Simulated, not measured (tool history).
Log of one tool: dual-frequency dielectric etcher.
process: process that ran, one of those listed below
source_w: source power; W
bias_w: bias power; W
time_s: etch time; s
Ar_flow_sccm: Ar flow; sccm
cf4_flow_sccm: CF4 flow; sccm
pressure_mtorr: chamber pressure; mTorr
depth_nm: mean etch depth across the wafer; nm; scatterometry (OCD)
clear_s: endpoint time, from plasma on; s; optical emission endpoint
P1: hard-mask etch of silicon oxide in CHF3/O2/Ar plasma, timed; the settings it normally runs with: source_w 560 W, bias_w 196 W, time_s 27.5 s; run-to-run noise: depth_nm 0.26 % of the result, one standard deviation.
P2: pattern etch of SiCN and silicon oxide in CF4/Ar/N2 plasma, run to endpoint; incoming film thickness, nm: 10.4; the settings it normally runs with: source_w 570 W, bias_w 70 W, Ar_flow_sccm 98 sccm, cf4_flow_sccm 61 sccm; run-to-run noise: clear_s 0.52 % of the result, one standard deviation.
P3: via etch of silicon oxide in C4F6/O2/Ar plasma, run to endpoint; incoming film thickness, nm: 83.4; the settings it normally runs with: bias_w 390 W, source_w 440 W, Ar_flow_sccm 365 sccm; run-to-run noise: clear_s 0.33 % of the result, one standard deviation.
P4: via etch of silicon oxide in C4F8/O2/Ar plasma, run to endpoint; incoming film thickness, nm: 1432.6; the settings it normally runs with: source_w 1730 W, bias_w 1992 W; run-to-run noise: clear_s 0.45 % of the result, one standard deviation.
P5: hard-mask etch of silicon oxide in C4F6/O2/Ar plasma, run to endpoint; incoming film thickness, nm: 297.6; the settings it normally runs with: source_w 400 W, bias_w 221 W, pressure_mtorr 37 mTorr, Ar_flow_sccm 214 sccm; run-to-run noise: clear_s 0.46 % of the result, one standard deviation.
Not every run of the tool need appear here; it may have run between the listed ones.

run	hour	process	source_w	bias_w	time_s	Ar_flow_sccm	cf4_flow_sccm	pressure_mtorr	hours since the last wet clean	hours since the last source power generator calibration	hours since the last bias power generator calibration	depth_nm	clear_s
1	13.4	P1	560	196	27.5				300.7	1229.4	1952.4	54.333	
2	24.7	P4	1220	1992					312	1240.7	1963.7		345.44
3	37.3	P4	1730	1992					324.6	1253.3	1976.3		297.98
4	52.7	P2	570	70		98	61		340	1268.7	1991.7		9.9945
5	67	P3	440	249		365			354.3	1283	2006		23.236
6	80.5	P1	560	196	27.5				367.8	1296.5	2019.5	53.895	
7	90.3	P5	400	221		214		37	377.6	1306.3	2029.3		85.953
8	101.1	P1	560	247	27.5				388.4	1317.1	2040.1	58.683	
9	115.6	P5	400	221		214		37	402.9	1331.6	2054.6		86.651
10	125.9	P1	780	125	27.5				413.2	1341.9	2064.9	53.245	
11	132.8	P1	560	196	39				420.1	1348.8	2071.8	76.381	
12	147.2	P1	560	196	27.5				434.5	1363.2	2086.2	54.05	
13	156	P3	440	390		365			443.3	1372	2095		19.924
14	169.8	P2	570	70		65	61		457.1	1385.8	2108.8		9.3432
15	180.7	P2	570	70		98	45		468	1396.7	2119.7		10.647
16	192.9	P4	1730	1323					480.2	1408.9	2131.9		334.83
17	207.7	P1	560	120	27.5				495	1423.7	2146.7	45.993	
18	218.2	P1	560	196	27.5				505.5	1434.2	2157.2	54.043	
19	227.6	P3	350	390		365			514.9	1443.6	2166.6		21.672
20	238.5	P2	570	70		98	61		525.8	1454.5	2177.5		10.026
21	245.4	P2	570	43		98	61		532.7	1461.4	2184.4		11.722
22	253.3	P1	560	196	27.5				540.6	1469.3	2192.3	53.868	
23	261.6	P5	400	176		214		37	548.9	1477.6	2200.6		93.268
24	269.5	P3	440	390		465			556.8	1485.5	2208.5		20.288
25	276.3	P2	430	70		98	61		563.6	1492.3	2215.3		12.834
26	292	P1	560	196	21.5				579.3	1508	2231	42.222	
27	305.3	P5	400	221		214		50.5	592.6	1521.3	2244.3		88.919
28	320.3	P5	400	221		153		37	607.6	1536.3	2259.3		83.49
29	333.4	P1	760	196	27.5				620.7	1549.4	2272.4	60.76	
30	347.3	P4	1730	1992					634.6	1563.3	2286.3		301.2
31	354.3	P5	290	221		214		37	641.6	1570.3	2293.3		97.302
32	366.4	P1	400	196	27.5				653.7	1582.4	2305.4	47.728	
33	373.1	P1	560	196	27.5				660.4	1589.1	2312.1	54.02	
34	384.8	P3	440	390		365			672.1	1600.8	2323.8		19.886
35	392.7	P1	560	196	27.5				680	1608.7	2331.7	54.188	
36	403.5	P1	560	196	27.5				690.8	1619.5	2342.5	54.084	
37	410.6	P1	560	196	27.5				697.9	1626.6	2349.6	54.124	
38	423.3	P1	560	196	27.5				710.6	1639.3	2362.3	54.649	
39	438.4	P1	560	196	27.5				725.7	1654.4	2377.4	54.665	
40	447.9	P1	560	196	27.5				735.2	1663.9	2386.9	54.75	
41	457.6	P1	560	196	27.5				744.9	1673.6	2396.6	55.023	
# hour 459.3: wet clean of the chamber
42	470.2	P1	560	196	27.5				10.9	1686.2	2409.2	54.983	
43	480.3	P1	560	196	27.5				21	1696.3	2419.3	54.758	
44	495.5	P1	560	196	27.5				36.2	1711.5	2434.5	54.727	
45	502.8	P1	560	196	27.5				43.5	1718.8	2441.8	54.706	
46	511.4	P1	560	196	27.5				52.1	1727.4	2450.4	54.983	

What P1 gives has crept away from where it was. These 2 causes fit the log equally well, each at the size given:
A: bias power that arrives over what is set, % = 4.8
B: source power that arrives over what is set, % = 4.34
The drift started at roughly hour 403.5.
Every other cause this tool's parts could produce, and why it does not fit the log:
chamber walls in a state that raises the etch rate, %: serviced after onset, at hour 459.3, with no recovery of the prior output

You are offered 4 check runs, listed below with question marks in place of their results; each one averages 3 wafers. Which run separates the listed causes by giving clearly different results for each?
check 1	520	P5	400	221		214		37					?
check 2	520	P4	1730	1992									?
check 3	520	P2	570	70		98	61						?
check 4	520	P3	440	390		365							?

What each check would give under each cause:
check	result	if A	if B
check 1	clear_s	85.129	85.059
check 2	clear_s	295.7	294.72
check 3	clear_s	9.8533	9.6417
check 4	clear_s	19.546	19.565
Distance between the nearest two causes, measured in the result of the check that separates them most: check 1 0.08 %; check 2 0.33 %; check 3 2.17 %; check 4 0.1 %
Of the check runs offered, only check 3 discriminates between the causes; the rest would read about the same regardless of which cause applies.

Here is what check 3 returned: clear_s 9.679 s. Which cause is it?

The correct cause is B, namely: source power that arrives over what is set, %.
